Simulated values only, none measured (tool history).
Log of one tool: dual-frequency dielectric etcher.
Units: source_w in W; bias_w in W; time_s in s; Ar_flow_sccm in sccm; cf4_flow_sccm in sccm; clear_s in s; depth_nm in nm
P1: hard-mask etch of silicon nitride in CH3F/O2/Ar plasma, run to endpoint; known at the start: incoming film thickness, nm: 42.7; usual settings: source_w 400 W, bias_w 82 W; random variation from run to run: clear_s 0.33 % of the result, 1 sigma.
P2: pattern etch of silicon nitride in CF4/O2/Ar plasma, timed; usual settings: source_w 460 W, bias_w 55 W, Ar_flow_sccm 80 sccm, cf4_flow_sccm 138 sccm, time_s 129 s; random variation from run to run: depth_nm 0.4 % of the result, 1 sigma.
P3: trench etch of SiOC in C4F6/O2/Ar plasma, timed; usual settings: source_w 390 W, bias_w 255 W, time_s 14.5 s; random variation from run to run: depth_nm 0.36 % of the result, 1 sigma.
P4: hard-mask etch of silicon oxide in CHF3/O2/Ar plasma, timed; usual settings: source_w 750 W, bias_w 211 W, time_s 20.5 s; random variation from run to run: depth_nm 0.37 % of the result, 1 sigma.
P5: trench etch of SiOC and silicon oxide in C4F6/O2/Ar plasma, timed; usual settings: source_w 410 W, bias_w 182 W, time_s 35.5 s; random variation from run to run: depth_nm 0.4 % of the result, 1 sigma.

| run | hour | process | source_w | bias_w | time_s | Ar_flow_sccm | cf4_flow_sccm | hours since the last wet clean | hours since the last source power generator calibration | hours since the last bias power generator calibration | clear_s | depth_nm |
|---|---|---|---|---|---|---|---|---|---|---|---|---|
| 1 | 5.7 | P1 | 400 | 82 |  |  |  | 283.3 | 554 | 306 | 58.323 |  |
| 2 | 9 | P5 | 410 | 182 | 24.5 |  |  | 286.6 | 557.3 | 309.3 |  | 49.687 |
| 3 | 16.3 | P3 | 300 | 255 | 14.5 |  |  | 293.9 | 564.6 | 316.6 |  | 31.462 |
| 4 | 23.3 | P4 | 750 | 211 | 11.5 |  |  | 300.9 | 571.6 | 323.6 |  | 26.15 |
| 5 | 29.2 | P4 | 1010 | 211 | 20.5 |  |  | 306.8 | 577.5 | 329.5 |  | 51.997 |
| 6 | 34.4 | P2 | 460 | 55 | 95 | 80 | 138 | 312 | 582.7 | 334.7 |  | 188.01 |
| 7 | 40.7 | P1 | 400 | 82 |  |  |  | 318.3 | 589 | 341 | 58.191 |  |
| 8 | 45.2 | P5 | 410 | 182 | 35.5 |  |  | 322.8 | 593.5 | 345.5 |  | 72.346 |
| 9 | 51.5 | P5 | 410 | 217 | 35.5 |  |  | 329.1 | 599.8 | 351.8 |  | 76.211 |
|  | 55.2 | source power generator calibrated |
| 10 | 58.2 | P4 | 750 | 211 | 20.5 |  |  | 335.8 | 3.1 | 358.5 |  | 46.5 |
| 11 | 64.5 | P3 | 390 | 201 | 14.5 |  |  | 342.1 | 9.4 | 364.8 |  | 32.228 |
| 12 | 71.4 | P1 | 400 | 82 |  |  |  | 349 | 16.3 | 371.7 | 58.205 |  |
| 13 | 78.3 | P3 | 390 | 255 | 14.5 |  |  | 355.9 | 23.2 | 378.6 |  | 34.733 |
| 14 | 83.5 | P2 | 460 | 55 | 129 | 80 | 187 | 361.1 | 28.4 | 383.8 |  | 262.31 |
| 15 | 88.7 | P3 | 390 | 255 | 14.5 |  |  | 366.3 | 33.6 | 389 |  | 34.779 |
| 16 | 93.6 | P5 | 290 | 182 | 35.5 |  |  | 371.2 | 38.5 | 393.9 |  | 62.95 |
| 17 | 98.4 | P4 | 750 | 134 | 20.5 |  |  | 376 | 43.3 | 398.7 |  | 40.099 |
| 18 | 103.9 | P5 | 410 | 182 | 35.5 |  |  | 381.5 | 48.8 | 404.2 |  | 72.512 |
| 19 | 108.8 | P1 | 280 | 82 |  |  |  | 386.4 | 53.7 | 409.1 | 66.954 |  |
| 20 | 115.1 | P3 | 390 | 255 | 8 |  |  | 392.7 | 60 | 415.4 |  | 19.038 |
| 21 | 119.4 | P2 | 460 | 55 | 129 | 80 | 138 | 397 | 64.3 | 419.7 |  | 255 |
| 22 | 124.3 | P2 | 460 | 55 | 129 | 80 | 138 | 401.9 | 69.2 | 424.6 |  | 254.97 |
| 23 | 129.8 | P4 | 750 | 211 | 20.5 |  |  | 407.4 | 74.7 | 430.1 |  | 46.487 |
| 24 | 134.8 | P1 | 400 | 97 |  |  |  | 412.4 | 79.7 | 435.1 | 54.765 |  |
| 25 | 140.1 | P1 | 520 | 112 |  |  |  | 417.7 | 85 | 440.4 | 47.39 |  |
| 26 | 145.9 | P1 | 400 | 82 |  |  |  | 423.5 | 90.8 | 446.2 | 58.307 |  |
| 27 | 152.9 | P1 | 490 | 82 |  |  |  | 430.5 | 97.8 | 453.2 | 53.872 |  |
| 28 | 157.1 | P2 | 460 | 67 | 129 | 80 | 138 | 434.7 | 102 | 457.4 |  | 275.51 |
| 29 | 163.3 | P1 | 400 | 55 |  |  |  | 440.9 | 108.2 | 463.6 | 66.822 |  |
| 30 | 169.3 | P2 | 460 | 55 | 129 | 109 | 138 | 446.9 | 114.2 | 469.6 |  | 246.82 |
| 31 | 175.3 | P2 | 550 | 55 | 129 | 80 | 138 | 452.9 | 120.2 | 475.6 |  | 298.3 |
| 32 | 182.3 | P1 | 400 | 82 |  |  |  | 459.9 | 127.2 | 482.6 | 58.525 |  |
| 33 | 188.7 | P1 | 400 | 82 |  |  |  | 466.3 | 133.6 | 489 | 57.738 |  |
| 34 | 194.9 | P1 | 400 | 82 |  |  |  | 472.5 | 139.8 | 495.2 | 57.788 |  |
| 35 | 200.2 | P1 | 400 | 82 |  |  |  | 477.8 | 145.1 | 500.5 | 57.322 |  |
| 36 | 205.1 | P1 | 400 | 82 |  |  |  | 482.7 | 150 | 505.4 | 57.503 |  |
|  | 205.6 | wet clean of the chamber |
| 37 | 210 | P1 | 400 | 82 |  |  |  | 4.5 | 154.9 | 510.3 | 57.296 |  |
| 38 | 213.3 | P1 | 400 | 82 |  |  |  | 7.8 | 158.2 | 513.6 | 57.475 |  |
| 39 | 219.7 | P1 | 400 | 82 |  |  |  | 14.2 | 164.6 | 520 | 57.287 |  |
| 40 | 223.5 | P1 | 400 | 82 |  |  |  | 18 | 168.4 | 523.8 | 57.169 |  |
| 41 | 229.1 | P1 | 400 | 82 |  |  |  | 23.6 | 174 | 529.4 | 57.304 |  |

What P1 gives has crept away from where it was. These 2 causes fit the log equally well, each at the size given:
A: source power that arrives over what is set, % = 4.49
B: bias power that arrives over what is set, % = 4.78
The creep began at about hour 182.3.
Why every other cause is out:
chamber walls in a state that raises the etch rate, %: serviced at hour 205.6, which brought nothing back

4 check runs are offered, each on 2 wafers whose results are averaged, their results left as question marks. Which one tells the causes apart?
| check 1 | 234.7 | P5 | 410 | 182 | 35.5 |  |  |  |  |  |  | ? |
| check 2 | 234.7 | P3 | 390 | 255 | 14.5 |  |  |  |  |  |  | ? |
| check 3 | 234.7 | P4 | 750 | 211 | 20.5 |  |  |  |  |  |  | ? |
| check 4 | 234.7 | P2 | 460 | 55 | 129 | 80 | 138 |  |  |  |  | ? |

What each check would give under each cause:
| check | result | if A | if B |
|---|---|---|---|
| check 1 | depth_nm | 73.527 | 73.362 |
| check 2 | depth_nm | 35.413 | 35.385 |
| check 3 | depth_nm | 47.366 | 47.333 |
| check 4 | depth_nm | 265.6 | 259.95 |
How far apart the two closest causes lie, in the result that separates them most: check 1 0.22 %; check 2 0.08 %; check 3 0.07 %; check 4 2.15 %
Check 4 tells the causes apart: in the others they would give nearly the same result.

Then check 4 was run and gave: depth_nm 266.29 nm. Which cause is it?

It is A: source power that arrives over what is set, %.
